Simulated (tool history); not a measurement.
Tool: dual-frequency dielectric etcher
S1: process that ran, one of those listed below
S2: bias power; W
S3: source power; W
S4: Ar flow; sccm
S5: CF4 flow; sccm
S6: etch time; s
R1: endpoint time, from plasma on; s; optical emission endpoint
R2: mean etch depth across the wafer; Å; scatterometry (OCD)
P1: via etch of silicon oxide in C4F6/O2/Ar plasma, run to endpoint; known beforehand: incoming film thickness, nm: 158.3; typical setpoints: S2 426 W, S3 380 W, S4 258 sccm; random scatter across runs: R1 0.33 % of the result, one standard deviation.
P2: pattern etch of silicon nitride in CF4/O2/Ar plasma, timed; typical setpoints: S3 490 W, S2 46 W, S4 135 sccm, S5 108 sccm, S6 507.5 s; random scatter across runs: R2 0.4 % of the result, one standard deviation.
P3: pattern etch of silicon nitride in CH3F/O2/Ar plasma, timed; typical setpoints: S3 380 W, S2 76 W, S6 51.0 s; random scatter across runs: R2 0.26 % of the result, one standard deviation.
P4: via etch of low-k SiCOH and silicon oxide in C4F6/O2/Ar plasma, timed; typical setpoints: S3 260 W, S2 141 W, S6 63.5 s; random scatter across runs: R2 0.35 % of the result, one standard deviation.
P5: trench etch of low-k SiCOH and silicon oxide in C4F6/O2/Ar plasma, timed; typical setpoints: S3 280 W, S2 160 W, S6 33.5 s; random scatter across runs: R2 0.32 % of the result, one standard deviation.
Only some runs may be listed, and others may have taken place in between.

run   hour  S1   S2   S3   S4   S5     S6      R1       R2
  1   11.0  P1  426  380  258              38.204
  2   18.9  P2   46  350  135  108  507.5          6736.20
  3   25.5  P1  543  380  258              34.943
  4   33.0  P4  192  260             63.5          1500.50
  5   44.1  P5  160  280             33.5           852.60
  6   53.0  P2   46  490  135  150  507.5          9365.50
  7   62.9  P2   46  490  135  108  507.5          8903.50
  8   69.1  P5  160  280             33.5           852.39
  9   75.0  P1  426  290  187              40.507
 10   85.7  P2   46  490  165  108  507.5          8696.00
 11   97.5  P3   76  380             51.0           353.86
 12  109.4  P1  426  380  258              38.156
 13  120.7  P4  141  260             63.5          1360.30
 14  130.0  P5  160  280             48.5          1232.10
 15  139.6  P4  141  310             63.5          1453.80
 16  152.5  P5  160  180             33.5           720.56
 17  160.2  P5  113  280             33.5           771.51
 18  170.4  P3   76  520             51.0           398.95
 19  182.6  P1  426  380  212              37.368
 20  193.6  P2   46  490  135  108  507.5          8901.10
 21  202.4  P1  426  380  258              37.981

Run 22 comes next. What will it give?
 22  209.9  P4  141  260          36.5       ?

{"run 22": {"R2": 781.22}}
